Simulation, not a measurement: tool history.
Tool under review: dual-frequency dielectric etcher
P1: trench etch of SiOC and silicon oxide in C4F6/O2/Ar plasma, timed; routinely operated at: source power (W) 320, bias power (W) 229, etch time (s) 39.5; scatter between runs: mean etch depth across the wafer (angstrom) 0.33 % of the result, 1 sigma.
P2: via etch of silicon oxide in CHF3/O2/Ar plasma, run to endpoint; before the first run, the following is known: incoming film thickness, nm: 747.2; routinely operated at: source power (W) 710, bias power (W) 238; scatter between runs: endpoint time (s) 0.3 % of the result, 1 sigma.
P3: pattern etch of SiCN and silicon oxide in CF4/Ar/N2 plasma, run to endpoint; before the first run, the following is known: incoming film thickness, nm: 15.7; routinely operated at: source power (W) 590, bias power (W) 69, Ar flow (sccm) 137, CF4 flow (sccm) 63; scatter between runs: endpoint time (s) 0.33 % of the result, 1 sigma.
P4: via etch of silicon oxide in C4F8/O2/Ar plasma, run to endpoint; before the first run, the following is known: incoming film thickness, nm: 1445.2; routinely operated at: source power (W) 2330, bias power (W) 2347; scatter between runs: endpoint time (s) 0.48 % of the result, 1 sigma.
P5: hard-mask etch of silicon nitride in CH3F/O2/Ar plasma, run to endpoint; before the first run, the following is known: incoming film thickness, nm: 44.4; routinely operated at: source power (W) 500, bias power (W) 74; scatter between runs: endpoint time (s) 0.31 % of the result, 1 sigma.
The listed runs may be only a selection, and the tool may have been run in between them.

run   hour  process that ran  source power (W)  bias power (W)  etch time (s)  Ar flow (sccm)  CF4 flow (sccm)  hours since the last wet clean  hours since the last source power generator calibration  hours since the last bias power generator calibration  mean etch depth across the wafer (angstrom)  endpoint time (s)
  1     12                P1               320             229           39.5                                                            227.1                                                    738.7                                                 1651.4                                       769.38
  2     24                P3               590              69                            137               48                           239.1                                                    750.7                                                 1663.4                                                          16.194
  3   37.1                P1               320             229           39.5                                                            252.2                                                    763.8                                                 1676.5                                       772.46
  4   55.1                P3               590              69                            137               63                           270.2                                                    781.8                                                 1694.5                                                          15.455
  5   71.6                P1               260             229           25.5                                                            286.7                                                    798.3                                                   1711                                       458.61
  6   83.8                P1               320             229           28.5                                                            298.9                                                    810.5                                                 1723.2                                       549.87
  7   91.9                P4              2330            2347                                                                             307                                                    818.6                                                 1731.3                                                          254.92
  8  109.2                P1               320             152           39.5                                                            324.3                                                    835.9                                                 1748.6                                       672.82
  9  118.5                P5               500              74                                                                           333.6                                                    845.2                                                 1757.9                                                          59.208
     133.9  -- source power generator calibrated
 10  134.9                P4              2330            3240                                                                             350                                                        1                                                 1774.3                                                          231.68
 11  148.4                P2               980             238                                                                           363.5                                                     14.5                                                 1787.8                                                           287.8
 12  165.9                P1               320             146             57                                                              381                                                       32                                                 1805.3                                       962.83
 13  175.5                P1               320             229           39.5                                                            390.6                                                     41.6                                                 1814.9                                       767.92
 14  191.6                P1               380             229           39.5                                                            406.7                                                     57.7                                                   1831                                       819.64
 15  203.1                P1               190             229           39.5                                                            418.2                                                     69.2                                                 1842.5                                        630.4
 16  212.9                P5               500              97                                                                             428                                                       79                                                 1852.3                                                          53.686
 17  226.5                P4              1540            2347                                                                           441.6                                                     92.6                                                 1865.9                                                          298.71
 18  237.2                P3               590              69                            137               63                           452.3                                                    103.3                                                 1876.6                                                          15.542
 19    247                P2               710             334                                                                           462.1                                                    113.1                                                 1886.4                                                          288.37
 20  255.1                P3               590              69                            181               63                           470.2                                                    121.2                                                 1894.5                                                          16.216
 21    270                P2               710             238                                                                           485.1                                                    136.1                                                 1909.4                                                          323.63
 22  283.3                P3               590              46                            137               63                           498.4                                                    149.4                                                 1922.7                                                          17.707
 23  297.2                P5               500              74                                                                           512.3                                                    163.3                                                 1936.6                                                          58.759
 24  307.3                P5               610              74                                                                           522.4                                                    173.4                                                 1946.7                                                          54.928
 25  321.4                P1               320             229           39.5                                                            536.5                                                    187.5                                                 1960.8                                       765.74
 26  337.1                P1               320             229           39.5                                                            552.2                                                    203.2                                                 1976.5                                        770.1
 27  351.6                P1               320             229             56                                                            566.7                                                    217.7                                                   1991                                       1087.9
 28  360.3                P1               320             321           39.5                                                            575.4                                                    226.4                                                 1999.7                                       862.96
 29  371.7                P1               320             229           39.5                                                            586.8                                                    237.8                                                 2011.1                                        768.4
 30  381.4                P3               780              69                            137               63                           596.5                                                    247.5                                                 2020.8                                                          12.077
 31    397                P1               320             229           39.5                                                            612.1                                                    263.1                                                 2036.4                                        763.4
 32  412.1                P1               320             229           39.5                                                            627.2                                                    278.2                                                 2051.5                                       761.47
 33  420.7                P1               320             229           39.5                                                            635.8                                                    286.8                                                 2060.1                                       760.42
 34  436.2                P1               320             229           39.5                                                            651.3                                                    302.3                                                 2075.6                                       755.74
     441.5  -- wet clean of the chamber
 35    451                P1               320             229           39.5                                                              9.5                                                    317.1                                                 2090.4                                       756.35
 36  464.4                P1               320             229           39.5                                                             22.9                                                    330.5                                                 2103.8                                       760.72
 37  474.9                P1               320             229           39.5                                                             33.4                                                      341                                                 2114.3                                       754.99
 38  484.1                P1               320             229           39.5                                                             42.6                                                    350.2                                                 2123.5                                       754.84
 39  501.5                P1               320             229           39.5                                                               60                                                    367.6                                                 2140.9                                       759.25

What P1 gives has crept off from where it sat before. The 2 causes that follow fit the log equally well, each at the size noted:
A: bias power that arrives under what is set, % = 4.83
B: source power that arrives under what is set, % = 4.27
The gradual shift began around hour 397.
What rules out each remaining cause:
chamber walls in a state that lowers the etch rate, %: work on it at hour 441.5, done after the drift set in, did not restore what the process gave before

4 check runs are offered, each on 2 wafers whose results are averaged, their results left as question marks. Which one tells the causes apart?
check 1  518.9                P4              1590            3089                                                                                                                                                                                                                                                               ?
check 2  518.9                P2               950             333                                                                                                                                                                                                                                                               ?
check 3  518.9                P3               590              48                            178               63                                                                                                                                                                                                               ?
check 4  518.9                P5               500              96                                                                                                                                                                                                                                                               ?

What every check run would give for each of its results, assuming each possible cause in turn:
  check             result    if A    if B
check 1  endpoint time (s)     276  276.35
check 2  endpoint time (s)  262.94  262.49
check 3  endpoint time (s)  18.711  19.122
check 4  endpoint time (s)  54.905  54.832
Per-check spread between the two closest causes, in the result where they differ most: check 1 0.13 %; check 2 0.17 %; check 3 2.17 %; check 4 0.13 %
Only check 3 tells the causes apart: in the others they would give nearly the same result.

Check 3 was then run and gave: endpoint time (s) 19.071. Which cause is it?

B is the cause: source power that arrives under what is set, %.
